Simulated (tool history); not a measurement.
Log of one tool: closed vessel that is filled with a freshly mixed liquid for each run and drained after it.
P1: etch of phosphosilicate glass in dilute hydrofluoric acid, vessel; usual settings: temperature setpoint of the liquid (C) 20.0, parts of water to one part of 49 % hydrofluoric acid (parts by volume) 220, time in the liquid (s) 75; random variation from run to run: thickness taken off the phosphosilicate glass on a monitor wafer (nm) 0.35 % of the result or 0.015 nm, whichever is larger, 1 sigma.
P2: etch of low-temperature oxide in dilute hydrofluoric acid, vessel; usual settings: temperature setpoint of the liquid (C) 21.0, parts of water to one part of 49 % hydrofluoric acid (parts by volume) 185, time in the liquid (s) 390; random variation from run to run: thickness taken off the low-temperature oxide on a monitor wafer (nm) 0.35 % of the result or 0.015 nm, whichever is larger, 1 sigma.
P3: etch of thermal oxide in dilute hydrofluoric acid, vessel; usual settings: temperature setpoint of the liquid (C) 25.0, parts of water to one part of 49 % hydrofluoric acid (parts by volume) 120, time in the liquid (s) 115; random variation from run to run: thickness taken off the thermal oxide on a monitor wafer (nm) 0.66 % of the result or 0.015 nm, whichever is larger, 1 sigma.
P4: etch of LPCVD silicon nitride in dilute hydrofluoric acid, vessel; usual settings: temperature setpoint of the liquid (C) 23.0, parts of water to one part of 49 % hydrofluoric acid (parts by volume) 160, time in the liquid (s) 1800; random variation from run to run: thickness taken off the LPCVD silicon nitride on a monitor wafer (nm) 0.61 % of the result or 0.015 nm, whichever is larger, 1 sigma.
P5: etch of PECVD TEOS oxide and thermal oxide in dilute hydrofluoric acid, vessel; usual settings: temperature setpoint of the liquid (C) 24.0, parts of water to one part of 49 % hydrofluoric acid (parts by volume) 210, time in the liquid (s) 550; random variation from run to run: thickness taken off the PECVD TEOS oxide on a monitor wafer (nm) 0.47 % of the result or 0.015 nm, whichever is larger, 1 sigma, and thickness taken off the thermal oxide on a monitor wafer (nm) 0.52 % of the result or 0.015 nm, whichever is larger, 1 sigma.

run,hour,process that ran,temperature setpoint of the liquid (C),parts of water to one part of 49 % hydrofluoric acid (parts by volume),time in the liquid (s),thickness taken off the phosphosilicate glass on a monitor wafer (nm),thickness taken off the PECVD TEOS oxide on a monitor wafer (nm),thickness taken off the thermal oxide on a monitor wafer (nm),thickness taken off the LPCVD silicon nitride on a monitor wafer (nm),thickness taken off the low-temperature oxide on a monitor wafer (nm)
1,3.8,P1,20.0,220,75,29.851,,,,
2,8.2,P5,24.0,210,550,,41.771,10.7440,,
3,12.9,P4,17.0,160,1800,,,,2.8787,
4,18.4,P1,20.0,220,75,29.832,,,,
5,24.1,P5,24.0,210,550,,41.787,10.8110,,
6,29.9,P3,25.0,120,115,,,4.4639,,
7,34.5,P2,21.0,275,390,,,,,18.795
8,38.4,P1,20.0,220,30,11.931,,,,
9,41.7,P5,31.5,210,550,,53.921,14.1530,,
10,47.3,P1,20.0,100,75,74.045,,,,
11,50.2,P1,17.0,320,75,16.713,,,,
12,55.1,P4,23.0,290,1800,,,,2.3550,
13,60.8,P2,21.0,185,685,,,,,53.361
14,65.6,P1,20.0,220,75,29.833,,,,
15,71.1,P1,20.0,220,75,29.588,,,,
16,76.7,P1,27.5,220,75,39.018,,,,
17,80.8,P2,21.0,185,390,,,,,30.368
18,85.0,P1,20.0,220,135,53.634,,,,
19,90.5,P4,23.0,160,3495,,,,8.3220,
20,96.2,P1,20.0,220,75,29.709,,,,
21,99.8,P1,20.0,390,75,14.422,,,,
22,103.6,P3,25.0,120,115,,,4.4939,,
23,109.1,P3,25.0,120,210,,,8.2050,,
24,114.0,P3,33.0,120,115,,,6.0708,,
25,118.0,P1,20.0,220,75,29.572,,,,
26,123.7,P2,21.0,185,390,,,,,30.638
27,126.8,P2,26.0,185,390,,,,,36.640
# hour 129.8: hydrofluoric acid flow meter replaced
28,131.0,P5,24.0,210,150,,11.424,2.9679,,
29,136.9,P3,25.0,60,115,,,9.8325,,
30,142.6,P5,24.0,125,550,,76.994,19.8290,,
31,147.2,P4,23.0,160,1800,,,,4.2797,
32,152.2,P1,20.0,145,120,78.162,,,,
33,156.0,P1,17.0,220,75,26.413,,,,
34,159.5,P1,20.0,220,75,30.048,,,,
35,164.2,P1,20.0,220,75,28.947,,,,
36,167.3,P1,20.0,220,75,28.748,,,,
37,172.8,P1,20.0,220,75,28.298,,,,
38,178.6,P1,20.0,220,75,27.940,,,,
39,181.2,P1,20.0,220,75,27.876,,,,
40,186.4,P1,20.0,220,75,27.730,,,,
41,190.3,P1,20.0,220,75,27.780,,,,
42,193.8,P1,20.0,220,75,27.643,,,,
43,198.2,P1,20.0,220,75,27.704,,,,
44,202.0,P1,20.0,220,75,27.605,,,,
45,207.5,P1,20.0,220,75,27.594,,,,

What P1 gives has crept away from where it was. These 2 causes fit the log equally well, each at the size given:
A: liquid colder than its thermometer reads (K) = 1.92
B: hydrofluoric acid flow below the setpoint (%) = 5.89
The creep began at about hour 159.5.

4 check runs are offered, one wafer each, their results left as question marks. Which one tells the causes apart?
check 1,213.0,P3,32.0,120,180,,,?,,
check 2,213.0,P5,28.0,210,270,,?,?,,
check 3,213.0,P4,23.0,210,1800,,,,?,
check 4,213.0,P2,21.0,185,620,,,,,?

What each check would give under each cause:
check,result,if A,if B
check 1,thickness taken off the thermal oxide on a monitor wafer (nm),8.5561,8.5445
check 2,thickness taken off the PECVD TEOS oxide on a monitor wafer (nm),22.115,21.945
check 2,thickness taken off the thermal oxide on a monitor wafer (nm),5.7409,5.6968
check 3,thickness taken off the LPCVD silicon nitride on a monitor wafer (nm),2.8958,3.0854
check 4,thickness taken off the low-temperature oxide on a monitor wafer (nm),44.973,45.077
How far apart the two closest causes lie, in the result that separates them most: check 1 0.14 %; check 2 0.77 %; check 3 6.34 %; check 4 0.23 %
Check 3 tells the causes apart: in the others they would give nearly the same result.

Check 3 was then run and gave: thickness taken off the LPCVD silicon nitride on a monitor wafer (nm) 2.8735. Which cause is it?

It is A: liquid colder than its thermometer reads (K).

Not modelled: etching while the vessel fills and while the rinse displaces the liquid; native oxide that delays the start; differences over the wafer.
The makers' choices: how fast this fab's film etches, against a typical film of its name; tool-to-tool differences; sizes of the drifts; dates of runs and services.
